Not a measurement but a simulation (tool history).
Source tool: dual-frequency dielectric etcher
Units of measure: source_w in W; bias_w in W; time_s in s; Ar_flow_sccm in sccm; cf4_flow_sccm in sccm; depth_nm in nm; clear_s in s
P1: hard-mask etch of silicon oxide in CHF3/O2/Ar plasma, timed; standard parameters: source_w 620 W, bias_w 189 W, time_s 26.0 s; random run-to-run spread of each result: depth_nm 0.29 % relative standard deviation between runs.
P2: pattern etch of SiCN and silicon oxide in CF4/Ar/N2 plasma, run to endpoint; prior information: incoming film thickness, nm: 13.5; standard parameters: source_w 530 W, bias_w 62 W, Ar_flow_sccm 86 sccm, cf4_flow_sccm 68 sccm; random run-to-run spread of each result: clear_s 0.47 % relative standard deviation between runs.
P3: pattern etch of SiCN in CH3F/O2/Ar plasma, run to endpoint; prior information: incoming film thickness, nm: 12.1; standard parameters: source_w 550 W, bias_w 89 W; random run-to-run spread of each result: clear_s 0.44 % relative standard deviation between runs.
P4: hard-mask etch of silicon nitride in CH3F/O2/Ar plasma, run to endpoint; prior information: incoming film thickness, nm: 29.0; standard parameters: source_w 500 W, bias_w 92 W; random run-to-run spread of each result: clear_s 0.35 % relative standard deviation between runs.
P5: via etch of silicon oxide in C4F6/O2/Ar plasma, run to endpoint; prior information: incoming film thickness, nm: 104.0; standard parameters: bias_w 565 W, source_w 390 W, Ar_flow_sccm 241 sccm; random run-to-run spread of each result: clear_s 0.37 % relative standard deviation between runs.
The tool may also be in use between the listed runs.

run,hour,process,source_w,bias_w,time_s,Ar_flow_sccm,cf4_flow_sccm,hours since the last wet clean,hours since the last source power generator calibration,hours since the last bias power generator calibration,depth_nm,clear_s
1,14.7,P1,620,189,26.0,,,348.9,2770.6,751.5,53.015,
2,32.6,P4,340,92,,,,366.8,2788.5,769.4,,41.197
3,42.9,P3,340,89,,,,377.1,2798.8,779.7,,30.148
# hour 55.8: source power generator calibrated
4,59.5,P1,770,189,26.0,,,393.7,3.7,796.3,57.659,
5,73.1,P1,620,189,37.0,,,407.3,17.3,809.9,75.506,
6,85.5,P5,390,565,,241,,419.7,29.7,822.3,,22.073
7,94.0,P1,620,267,26.0,,,428.2,38.2,830.8,59.707,
8,108.4,P2,530,62,,86,68,442.6,52.6,845.2,,13.551
9,123.4,P1,620,189,17.0,,,457.6,67.6,860.2,34.683,
# hour 136.8: bias power generator calibrated
10,137.2,P5,460,565,,241,,471.4,81.4,0.5,,20.557
11,145.1,P1,620,220,33.5,,,479.3,89.3,8.4,72.288,
12,157.5,P4,500,128,,,,491.7,101.7,20.8,,31.376
13,175.2,P2,530,62,,86,47,509.4,119.4,38.5,,14.528
14,191.5,P4,500,92,,,,525.7,135.7,54.8,,35.452
15,201.6,P5,390,771,,241,,535.8,145.8,64.9,,19.408
16,214.4,P1,790,189,34.5,,,548.6,158.6,77.7,77.394,
17,232.6,P1,470,189,26.0,,,566.8,176.8,95.9,47.899,
18,248.3,P1,620,189,26.0,,,582.5,192.5,111.6,53.172,
19,260.7,P5,390,565,,332,,594.9,204.9,124.0,,22.752
20,274.6,P1,620,189,26.0,,,608.8,218.8,137.9,52.843,
21,285.1,P1,620,125,26.0,,,619.3,229.3,148.4,46.535,
22,303.1,P2,530,62,,53,68,637.3,247.3,166.4,,12.605
23,320.2,P1,620,189,26.0,,,654.4,264.4,183.5,52.898,
24,331.9,P3,550,89,,,,666.1,276.1,195.2,,25.001
25,346.2,P2,720,62,,86,68,680.4,290.4,209.5,,10.371
26,362.7,P2,530,88,,86,68,696.9,306.9,226.0,,12.061
27,374.9,P3,550,122,,,,709.1,319.1,238.2,,22.322
28,387.4,P1,380,189,33.5,,,721.6,331.6,250.7,56.638,
29,402.5,P1,620,189,26.0,,,736.7,346.7,265.8,52.951,
30,411.5,P5,390,565,,241,,745.7,355.7,274.8,,21.950
31,426.9,P1,620,189,26.0,,,761.1,371.1,290.2,53.219,
32,442.0,P1,620,189,26.0,,,776.2,386.2,305.3,53.291,
33,450.1,P1,620,189,26.0,,,784.3,394.3,313.4,53.318,
34,458.5,P1,620,189,26.0,,,792.7,402.7,321.8,53.709,
35,474.5,P1,620,189,26.0,,,808.7,418.7,337.8,53.678,
36,484.3,P1,620,189,26.0,,,818.5,428.5,347.6,53.564,
# hour 491.9: wet clean of the chamber
37,502.0,P1,620,189,26.0,,,10.2,446.2,365.3,53.609,

What will run 38 give?
38,518.0,P1,620,189,26.0,,,26.2,462.2,381.3,?,

depth_nm: 53.869 nm

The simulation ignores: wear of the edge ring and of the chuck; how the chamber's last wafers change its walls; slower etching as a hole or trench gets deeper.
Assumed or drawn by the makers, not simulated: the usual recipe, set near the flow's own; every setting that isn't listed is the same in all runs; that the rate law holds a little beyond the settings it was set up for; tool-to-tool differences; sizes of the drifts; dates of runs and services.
